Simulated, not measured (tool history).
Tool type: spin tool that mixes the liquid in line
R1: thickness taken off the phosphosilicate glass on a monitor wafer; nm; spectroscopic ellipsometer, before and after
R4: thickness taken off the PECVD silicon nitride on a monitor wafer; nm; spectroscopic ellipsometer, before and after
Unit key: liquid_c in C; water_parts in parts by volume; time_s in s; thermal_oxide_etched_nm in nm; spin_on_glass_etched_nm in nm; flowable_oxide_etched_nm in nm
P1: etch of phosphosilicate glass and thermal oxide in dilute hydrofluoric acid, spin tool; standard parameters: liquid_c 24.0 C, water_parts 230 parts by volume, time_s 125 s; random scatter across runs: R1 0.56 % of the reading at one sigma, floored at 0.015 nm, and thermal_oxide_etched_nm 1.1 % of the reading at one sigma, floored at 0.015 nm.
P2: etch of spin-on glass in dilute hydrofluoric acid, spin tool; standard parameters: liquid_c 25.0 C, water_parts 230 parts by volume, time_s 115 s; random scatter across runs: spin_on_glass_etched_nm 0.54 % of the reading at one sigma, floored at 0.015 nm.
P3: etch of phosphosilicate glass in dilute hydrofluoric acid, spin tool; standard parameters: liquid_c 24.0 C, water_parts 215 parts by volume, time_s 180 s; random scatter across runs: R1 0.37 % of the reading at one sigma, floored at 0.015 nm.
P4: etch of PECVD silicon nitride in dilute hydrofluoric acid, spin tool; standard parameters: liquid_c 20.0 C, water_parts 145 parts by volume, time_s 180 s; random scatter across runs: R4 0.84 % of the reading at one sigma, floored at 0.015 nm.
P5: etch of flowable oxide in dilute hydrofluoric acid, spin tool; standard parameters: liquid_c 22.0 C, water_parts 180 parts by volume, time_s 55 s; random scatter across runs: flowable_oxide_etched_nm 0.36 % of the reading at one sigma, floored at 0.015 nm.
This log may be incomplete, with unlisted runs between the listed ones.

run 1 hour=14.1 | process=P1 liquid_c=24.0 water_parts=230 time_s=125 | R1=52.6240 thermal_oxide_etched_nm=2.15630
run 2 hour=26.2 | process=P1 liquid_c=24.0 water_parts=230 time_s=125 | R1=53.3950 thermal_oxide_etched_nm=2.20270
run 3 hour=37.5 | process=P1 liquid_c=31.5 water_parts=230 time_s=125 | R1=69.6060 thermal_oxide_etched_nm=2.84930
run 4 hour=49.6 | process=P2 liquid_c=17.5 water_parts=230 time_s=115 | spin_on_glass_etched_nm=15.8320
run 5 hour=57.8 | process=P3 liquid_c=28.5 water_parts=215 time_s=180 | R1=51.6230
run 6 hour=68.9 | process=P3 liquid_c=24.0 water_parts=215 time_s=85 | R1=20.6650
run 7 hour=79.2 | process=P4 liquid_c=20.0 water_parts=90 time_s=180 | R4=4.7883
run 8 hour=88.4 | process=P1 liquid_c=24.0 water_parts=355 time_s=125 | R1=30.3390 thermal_oxide_etched_nm=1.24960
run 9 hour=99.5 | process=P1 liquid_c=19.0 water_parts=230 time_s=45 | R1=16.0690 thermal_oxide_etched_nm=0.65391
run 10 hour=107.8 | process=P1 liquid_c=24.0 water_parts=230 time_s=125 | R1=52.8170 thermal_oxide_etched_nm=2.17350
run 11 hour=118.9 | process=P5 liquid_c=26.0 water_parts=180 time_s=55 | flowable_oxide_etched_nm=13.4490
run 12 hour=127.8 | process=P1 liquid_c=24.0 water_parts=230 time_s=20 | R1=8.4407 thermal_oxide_etched_nm=0.34588
run 13 hour=134.6 | process=P2 liquid_c=25.0 water_parts=230 time_s=115 | spin_on_glass_etched_nm=21.0060
-- hour=135.9 hydrofluoric acid flow meter replaced
run 14 hour=144.6 | process=P5 liquid_c=22.0 water_parts=180 time_s=25 | flowable_oxide_etched_nm=5.2604
run 15 hour=155.1 | process=P3 liquid_c=24.0 water_parts=395 time_s=180 | R1=20.1430
run 16 hour=165.1 | process=P1 liquid_c=24.0 water_parts=120 time_s=125 | R1=114.2100 thermal_oxide_etched_nm=4.78610
run 17 hour=174.4 | process=P1 liquid_c=17.5 water_parts=230 time_s=125 | R1=42.0050 thermal_oxide_etched_nm=1.70680
run 18 hour=187.3 | process=P1 liquid_c=24.0 water_parts=230 time_s=125 | R1=52.8760 thermal_oxide_etched_nm=2.22770
run 19 hour=200.9 | process=P4 liquid_c=20.0 water_parts=145 time_s=180 | R4=3.0416
-- hour=209.5 thermometer replaced
run 20 hour=211.0 | process=P2 liquid_c=25.0 water_parts=230 time_s=40 | spin_on_glass_etched_nm=7.2499
run 21 hour=224.8 | process=P5 liquid_c=22.0 water_parts=180 time_s=55 | flowable_oxide_etched_nm=11.6290
run 22 hour=234.4 | process=P2 liquid_c=25.0 water_parts=380 time_s=115 | spin_on_glass_etched_nm=10.8880
run 23 hour=244.4 | process=P5 liquid_c=22.0 water_parts=95 time_s=55 | flowable_oxide_etched_nm=24.2890
run 24 hour=255.8 | process=P1 liquid_c=24.0 water_parts=230 time_s=125 | R1=52.9560 thermal_oxide_etched_nm=2.17820
run 25 hour=269.3 | process=P4 liquid_c=20.0 water_parts=145 time_s=305 | R4=5.0955
run 26 hour=275.8 | process=P1 liquid_c=24.0 water_parts=230 time_s=125 | R1=52.5070 thermal_oxide_etched_nm=2.18310
run 27 hour=289.6 | process=P4 liquid_c=20.0 water_parts=145 time_s=180 | R4=2.9741
run 28 hour=298.0 | process=P4 liquid_c=26.5 water_parts=145 time_s=180 | R4=4.5975
run 29 hour=310.8 | process=P3 liquid_c=24.0 water_parts=215 time_s=180 | R1=44.2620
run 30 hour=317.2 | process=P1 liquid_c=17.5 water_parts=230 time_s=70 | R1=23.1790 thermal_oxide_etched_nm=0.91966
run 31 hour=329.4 | process=P3 liquid_c=24.0 water_parts=215 time_s=180 | R1=43.9970
run 32 hour=338.6 | process=P1 liquid_c=24.0 water_parts=230 time_s=235 | R1=100.1900 thermal_oxide_etched_nm=4.08180
run 33 hour=346.9 | process=P1 liquid_c=24.0 water_parts=230 time_s=125 | R1=53.0070 thermal_oxide_etched_nm=2.18020
run 34 hour=357.3 | process=P1 liquid_c=24.0 water_parts=230 time_s=125 | R1=51.9640 thermal_oxide_etched_nm=2.17010
run 35 hour=368.6 | process=P1 liquid_c=24.0 water_parts=230 time_s=125 | R1=50.8340 thermal_oxide_etched_nm=2.14480
run 36 hour=376.2 | process=P1 liquid_c=24.0 water_parts=230 time_s=125 | R1=50.6790 thermal_oxide_etched_nm=2.07510
run 37 hour=386.8 | process=P1 liquid_c=24.0 water_parts=230 time_s=125 | R1=50.7440 thermal_oxide_etched_nm=2.07330
run 38 hour=400.9 | process=P1 liquid_c=24.0 water_parts=230 time_s=125 | R1=49.9500 thermal_oxide_etched_nm=2.05170
run 39 hour=407.4 | process=P1 liquid_c=24.0 water_parts=230 time_s=125 | R1=49.8350 thermal_oxide_etched_nm=2.08320

For run 40, what comes out?
run 40 hour=414.6 | process=P1 liquid_c=24.0 water_parts=230 time_s=125 | R1=? thermal_oxide_etched_nm=?

R1: 49.5440 nm
thermal_oxide_etched_nm: 2.05680 nm
